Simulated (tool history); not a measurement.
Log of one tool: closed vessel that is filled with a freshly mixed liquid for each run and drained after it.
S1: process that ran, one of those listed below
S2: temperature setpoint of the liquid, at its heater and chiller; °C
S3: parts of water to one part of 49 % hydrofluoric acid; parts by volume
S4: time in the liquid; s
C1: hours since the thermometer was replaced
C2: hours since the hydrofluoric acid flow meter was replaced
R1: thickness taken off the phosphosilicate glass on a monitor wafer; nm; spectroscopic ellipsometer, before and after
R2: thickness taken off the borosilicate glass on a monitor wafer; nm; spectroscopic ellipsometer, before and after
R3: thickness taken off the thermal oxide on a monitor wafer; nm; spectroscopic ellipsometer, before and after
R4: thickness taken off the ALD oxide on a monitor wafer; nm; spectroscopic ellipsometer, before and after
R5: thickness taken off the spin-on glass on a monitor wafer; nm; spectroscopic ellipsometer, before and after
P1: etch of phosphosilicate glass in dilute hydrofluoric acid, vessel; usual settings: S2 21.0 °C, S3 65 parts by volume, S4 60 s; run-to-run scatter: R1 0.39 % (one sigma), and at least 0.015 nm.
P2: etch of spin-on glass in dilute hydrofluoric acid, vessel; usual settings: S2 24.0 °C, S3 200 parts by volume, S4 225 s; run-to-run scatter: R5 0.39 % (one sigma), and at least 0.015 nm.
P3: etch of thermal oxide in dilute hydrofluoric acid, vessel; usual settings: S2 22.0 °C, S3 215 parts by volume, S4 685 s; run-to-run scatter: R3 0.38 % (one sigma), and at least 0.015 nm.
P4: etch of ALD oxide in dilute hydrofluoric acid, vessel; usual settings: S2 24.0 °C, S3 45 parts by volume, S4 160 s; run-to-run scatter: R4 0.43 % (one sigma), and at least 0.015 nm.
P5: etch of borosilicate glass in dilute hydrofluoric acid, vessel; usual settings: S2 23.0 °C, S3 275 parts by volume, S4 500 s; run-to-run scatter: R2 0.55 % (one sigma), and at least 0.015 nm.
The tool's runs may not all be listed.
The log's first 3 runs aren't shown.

{"run": 4, "hour": 37.4, "S1": "P1", "S2": 28.5, "S3": 95, "S4": 60, "C1": 290.8, "C2": 1491.5, "R1": 45.843}
{"run": 5, "hour": 47.8, "S1": "P1", "S2": 21.0, "S3": 65, "S4": 100, "C1": 301.2, "C2": 1501.9, "R1": 86.279}
{"run": 6, "hour": 59.2, "S1": "P5", "S2": 23.0, "S3": 275, "S4": 80, "C1": 312.6, "C2": 1513.3, "R2": 4.7882}
{"run": 7, "hour": 70.9, "S1": "P5", "S2": 23.0, "S3": 275, "S4": 500, "C1": 324.3, "C2": 1525.0, "R2": 29.943}
{"run": 8, "hour": 78.5, "S1": "P3", "S2": 22.0, "S3": 215, "S4": 1250, "C1": 331.9, "C2": 1532.6, "R3": 22.217}
{"run": 9, "hour": 84.7, "S1": "P3", "S2": 22.0, "S3": 215, "S4": 685, "C1": 338.1, "C2": 1538.8, "R3": 12.235}
{"run": 10, "hour": 94.7, "S1": "P3", "S2": 22.0, "S3": 215, "S4": 685, "C1": 348.1, "C2": 1548.8, "R3": 12.209}
{"run": 11, "hour": 105.2, "S1": "P4", "S2": 24.0, "S3": 65, "S4": 160, "C1": 358.6, "C2": 1559.3, "R4": 30.694}
{"run": 12, "hour": 112.8, "S1": "P3", "S2": 17.0, "S3": 215, "S4": 685, "C1": 366.2, "C2": 1566.9, "R3": 10.143}
{"run": 13, "hour": 121.5, "S1": "P1", "S2": 21.0, "S3": 30, "S4": 110, "C1": 374.9, "C2": 1575.6, "R1": 214.53}
{"run": 14, "hour": 127.2, "S1": "P3", "S2": 22.0, "S3": 375, "S4": 685, "C1": 380.6, "C2": 1581.3, "R3": 6.0271}
{"run": 15, "hour": 139.2, "S1": "P1", "S2": 25.0, "S3": 65, "S4": 60, "C1": 392.6, "C2": 1593.3, "R1": 60.779}
{"run": 16, "hour": 150.7, "S1": "P2", "S2": 24.0, "S3": 200, "S4": 45, "C1": 404.1, "C2": 1604.8, "R5": 8.6273}
{"run": 17, "hour": 159.3, "S1": "P2", "S2": 24.0, "S3": 200, "S4": 225, "C1": 412.7, "C2": 1613.4, "R5": 43.126}
{"run": 18, "hour": 170.8, "S1": "P5", "S2": 23.0, "S3": 75, "S4": 500, "C1": 424.2, "C2": 1624.9, "R2": 134.81}
{"run": 19, "hour": 178.5, "S1": "P4", "S2": 24.0, "S3": 45, "S4": 160, "C1": 431.9, "C2": 1632.6, "R4": 45.511}
{"run": 20, "hour": 186.9, "S1": "P4", "S2": 17.0, "S3": 45, "S4": 160, "C1": 440.3, "C2": 1641.0, "R4": 34.078}
{"run": 21, "hour": 194.0, "S1": "P1", "S2": 21.0, "S3": 115, "S4": 60, "C1": 447.4, "C2": 1648.1, "R1": 27.553}
{"run": 22, "hour": 203.4, "S1": "P2", "S2": 30.5, "S3": 200, "S4": 225, "C1": 456.8, "C2": 1657.5, "R5": 54.056}
{"run": 23, "hour": 211.7, "S1": "P1", "S2": 21.0, "S3": 65, "S4": 60, "C1": 465.1, "C2": 1665.8, "R1": 51.446}
{"run": 24, "hour": 219.7, "S1": "P4", "S2": 24.0, "S3": 45, "S4": 30, "C1": 473.1, "C2": 1673.8, "R4": 8.6023}
{"run": 25, "hour": 226.2, "S1": "P1", "S2": 17.0, "S3": 65, "S4": 60, "C1": 479.6, "C2": 1680.3, "R1": 43.788}
{"run": 26, "hour": 237.7, "S1": "P1", "S2": 21.0, "S3": 25, "S4": 60, "C1": 491.1, "C2": 1691.8, "R1": 140.5}
{"run": 27, "hour": 246.7, "S1": "P1", "S2": 17.0, "S3": 65, "S4": 100, "C1": 500.1, "C2": 1700.8, "R1": 72.873}

The next listed run, before its measurement:
{"run": 28, "hour": 253.9, "S1": "P1", "S2": 21.0, "S3": 65, "S4": 60, "C1": 507.3, "C2": 1708.0, "R1": "?"}

Run 28 gave R1 51.900 nm.
